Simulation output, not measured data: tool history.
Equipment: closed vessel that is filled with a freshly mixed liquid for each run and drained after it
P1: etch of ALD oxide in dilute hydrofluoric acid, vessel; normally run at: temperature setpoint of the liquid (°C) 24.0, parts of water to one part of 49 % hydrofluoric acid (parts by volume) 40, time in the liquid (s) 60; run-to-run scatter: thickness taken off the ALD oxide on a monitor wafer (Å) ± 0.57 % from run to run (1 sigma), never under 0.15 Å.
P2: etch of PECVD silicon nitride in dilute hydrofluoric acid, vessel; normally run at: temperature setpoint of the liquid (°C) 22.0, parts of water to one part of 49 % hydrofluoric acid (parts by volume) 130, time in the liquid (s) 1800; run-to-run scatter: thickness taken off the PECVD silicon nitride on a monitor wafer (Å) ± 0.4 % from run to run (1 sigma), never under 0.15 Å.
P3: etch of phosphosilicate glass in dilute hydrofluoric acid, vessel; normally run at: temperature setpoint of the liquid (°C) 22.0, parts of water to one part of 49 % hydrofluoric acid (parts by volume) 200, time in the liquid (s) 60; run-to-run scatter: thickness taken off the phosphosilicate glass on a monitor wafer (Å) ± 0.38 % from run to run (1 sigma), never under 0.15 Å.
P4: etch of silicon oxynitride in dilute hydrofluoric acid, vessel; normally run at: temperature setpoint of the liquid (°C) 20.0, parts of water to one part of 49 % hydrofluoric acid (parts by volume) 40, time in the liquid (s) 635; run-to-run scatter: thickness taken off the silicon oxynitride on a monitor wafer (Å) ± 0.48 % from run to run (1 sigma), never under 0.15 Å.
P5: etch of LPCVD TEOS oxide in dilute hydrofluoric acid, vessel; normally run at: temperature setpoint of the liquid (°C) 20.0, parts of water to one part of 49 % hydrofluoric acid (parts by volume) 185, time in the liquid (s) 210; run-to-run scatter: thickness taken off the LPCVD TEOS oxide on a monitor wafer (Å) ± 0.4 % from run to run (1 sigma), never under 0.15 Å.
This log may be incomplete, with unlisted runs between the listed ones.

run	day	process that ran	temperature setpoint of the liquid (°C)	parts of water to one part of 49 % hydrofluoric acid (parts by volume)	time in the liquid (s)	hours since the thermometer was replaced	hours since the hydrofluoric acid flow meter was replaced	thickness taken off the ALD oxide on a monitor wafer (Å)	thickness taken off the silicon oxynitride on a monitor wafer (Å)	thickness taken off the LPCVD TEOS oxide on a monitor wafer (Å)	thickness taken off the PECVD silicon nitride on a monitor wafer (Å)	thickness taken off the phosphosilicate glass on a monitor wafer (Å)
1	0.238	P1	24.0	40	60	1000.5	325.5	418.92				
2	0.621	P1	20.5	40	60	1009.7	334.7	361.27				
3	0.883	P4	20.0	40	635	1016.0	341.0		327.17			
4	1.288	P4	20.0	40	1140	1025.7	350.7		586.73			
5	1.575	P1	24.0	40	60	1032.6	357.6	416.83				
6	1.812	P5	20.0	185	210	1038.3	363.3			348.68		
7	2.112	P2	22.0	130	1800	1045.5	370.5				205.61	
8	2.462	P1	31.5	40	60	1053.9	378.9	560.71				
9	2.921	P3	17.0	200	60	1064.9	389.9					241.87
10	3.279	P3	22.0	200	60	1073.5	398.5					296.75
11	3.550	P1	24.0	40	60	1080.0	405.0	417.65				
12	3.908	P2	22.0	240	1800	1088.6	413.6				112.92	
13	4.138	P2	28.0	130	1800	1094.1	419.1				300.29	
14	4.512	P2	22.0	130	975	1103.1	428.1				110.84	
15	4.975	P5	20.0	185	410	1114.2	439.2			681.41		
16	5.408	P4	20.0	40	635	1124.6	449.6		329.07			
17	5.838	P4	20.0	65	635	1134.9	459.9		197.05			
18	6.079	P3	22.0	200	110	1140.7	465.7					537.03
19	6.425	P5	17.0	185	210	1149.0	474.0			312.39		
20	6.654	P1	24.0	40	60	1154.5	479.5	415.95				
21	7.092	P1	24.0	40	30	1165.0	490.0	209.69				
22	7.504	P4	28.0	40	635	1174.9	499.9		479.94			
23	7.733	P1	24.0	60	60	1180.4	505.4	268.74				
24	8.067	P1	24.0	40	120	1188.4	513.4	844.64				
25	8.479	P1	24.0	40	60	1198.3	523.3	417.81				
26	8.783	P3	22.0	50	60	1205.6	530.6					1399.80
27	9.050	P2	22.0	130	1800	1212.0	537.0				204.76	
28	9.517	P1	27.5	40	30	1223.2	548.2	241.28				
29	9.946	P5	20.0	55	210	1233.5	558.5			1353.90		
30	10.288	P1	24.0	40	60	1241.7	566.7	418.52				
31	10.529	P1	24.0	20	60	1247.5	572.5	849.75				
32	10.988	P5	20.0	185	210	1258.5	583.5			350.56		
33	11.342	P1	24.0	40	60	1267.0	592.0	417.92				
34	11.567	P1	24.0	40	60	1272.4	597.4	408.64				
35	11.938	P1	24.0	40	60	1281.3	606.3	400.04				
36	12.238	P1	24.0	40	60	1288.5	613.5	395.65				
37	12.646	P1	24.0	40	60	1298.3	623.3	395.92				
38	12.925	P1	24.0	40	60	1305.0	630.0	389.25				
39	13.312	P1	24.0	40	60	1314.3	639.3	392.22				

Compared with where it was, what P1 gives has crept away. Each cause listed below fits the log as well as the rest, at the size given for it:
A: hydrofluoric acid flow below the setpoint (%) = 5.58
B: liquid colder than its thermometer reads (K) = 1.46
The gradual shift began around day 11.342.

Consider the 4 single-wafer check runs listed below, results given as question marks: which one distinguishes between the causes by giving clearly different results for each?
check 1	13.700	P4	27.5	40	1055				?			
check 2	13.700	P2	22.0	210	1800						?	
check 3	13.700	P3	22.0	120	100							?
check 4	13.700	P5	17.0	185	315					?		

Expected result of each check under each candidate cause:
check	result	if A	if B
check 1	thickness taken off the silicon oxynitride on a monitor wafer (Å)	738.92	730.98
check 2	thickness taken off the PECVD silicon nitride on a monitor wafer (Å)	121.07	116.55
check 3	thickness taken off the phosphosilicate glass on a monitor wafer (Å)	835.48	841.28
check 4	thickness taken off the LPCVD TEOS oxide on a monitor wafer (Å)	436.83	440.49
How far apart the two closest causes lie, in the result that separates them most: check 1 1.08 %; check 2 3.81 %; check 3 0.69 %; check 4 0.84 %
Only check 2 tells the causes apart: in the others they would give nearly the same result.

Check 2 was carried out, with these results: thickness taken off the PECVD silicon nitride on a monitor wafer (Å) 120.38. Which of the listed causes is responsible?

Of the candidate causes, it is A: hydrofluoric acid flow below the setpoint (%).

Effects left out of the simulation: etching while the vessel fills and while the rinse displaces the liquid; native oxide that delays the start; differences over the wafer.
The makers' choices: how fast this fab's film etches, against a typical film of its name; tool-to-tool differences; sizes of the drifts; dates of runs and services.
